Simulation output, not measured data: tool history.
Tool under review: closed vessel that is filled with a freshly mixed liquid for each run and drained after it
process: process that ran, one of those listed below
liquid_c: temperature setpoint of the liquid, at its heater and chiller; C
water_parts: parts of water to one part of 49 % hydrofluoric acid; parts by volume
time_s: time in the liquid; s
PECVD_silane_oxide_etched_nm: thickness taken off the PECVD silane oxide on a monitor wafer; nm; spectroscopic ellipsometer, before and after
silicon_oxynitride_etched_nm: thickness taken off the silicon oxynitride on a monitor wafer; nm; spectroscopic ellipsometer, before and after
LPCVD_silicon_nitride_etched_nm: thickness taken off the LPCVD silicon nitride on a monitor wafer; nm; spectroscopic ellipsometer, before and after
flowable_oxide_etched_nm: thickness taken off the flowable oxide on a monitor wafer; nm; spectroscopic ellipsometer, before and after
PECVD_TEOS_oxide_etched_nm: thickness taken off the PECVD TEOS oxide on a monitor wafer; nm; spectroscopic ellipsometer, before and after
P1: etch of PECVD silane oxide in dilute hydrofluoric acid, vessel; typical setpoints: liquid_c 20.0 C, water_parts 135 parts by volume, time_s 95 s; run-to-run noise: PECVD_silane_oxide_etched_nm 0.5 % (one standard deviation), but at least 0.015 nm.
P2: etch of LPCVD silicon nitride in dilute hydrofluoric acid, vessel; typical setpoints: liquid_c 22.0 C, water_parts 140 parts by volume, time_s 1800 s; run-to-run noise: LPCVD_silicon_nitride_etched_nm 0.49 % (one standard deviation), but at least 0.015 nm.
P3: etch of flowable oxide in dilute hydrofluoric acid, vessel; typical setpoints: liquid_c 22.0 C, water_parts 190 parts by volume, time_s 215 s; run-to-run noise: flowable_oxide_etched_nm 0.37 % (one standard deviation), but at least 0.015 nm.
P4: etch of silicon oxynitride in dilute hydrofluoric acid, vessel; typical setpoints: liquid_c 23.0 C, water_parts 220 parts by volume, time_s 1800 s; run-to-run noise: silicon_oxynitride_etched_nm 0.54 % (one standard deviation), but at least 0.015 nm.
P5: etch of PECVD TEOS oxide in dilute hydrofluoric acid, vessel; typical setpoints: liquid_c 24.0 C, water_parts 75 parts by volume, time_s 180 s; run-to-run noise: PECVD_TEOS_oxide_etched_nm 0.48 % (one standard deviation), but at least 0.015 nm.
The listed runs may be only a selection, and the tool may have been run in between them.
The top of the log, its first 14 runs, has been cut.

run	day	process	liquid_c	water_parts	time_s	PECVD_silane_oxide_etched_nm	silicon_oxynitride_etched_nm	LPCVD_silicon_nitride_etched_nm	flowable_oxide_etched_nm	PECVD_TEOS_oxide_etched_nm
15	6.229	P1	20.0	135	95	28.264				
16	6.467	P2	22.0	230	1800			3.9139		
17	6.829	P1	20.0	135	170	50.934				
18	7.179	P4	23.0	220	1800		11.359			
19	7.683	P4	23.0	220	1800		11.332			
20	8.075	P5	31.0	75	180					36.4610
21	8.421	P1	20.0	90	45	21.168				
22	8.717	P1	20.0	135	95	28.483				
23	9.029	P1	20.0	135	95	28.300				
24	9.317	P1	20.0	60	95	69.787				
25	9.708	P4	23.0	220	2695		16.938			
26	9.946	P3	17.5	190	215				21.024	

Forecast run 27:
27	10.283	P2	22.0	140	1800			?		

LPCVD_silicon_nitride_etched_nm: 6.2902 nm

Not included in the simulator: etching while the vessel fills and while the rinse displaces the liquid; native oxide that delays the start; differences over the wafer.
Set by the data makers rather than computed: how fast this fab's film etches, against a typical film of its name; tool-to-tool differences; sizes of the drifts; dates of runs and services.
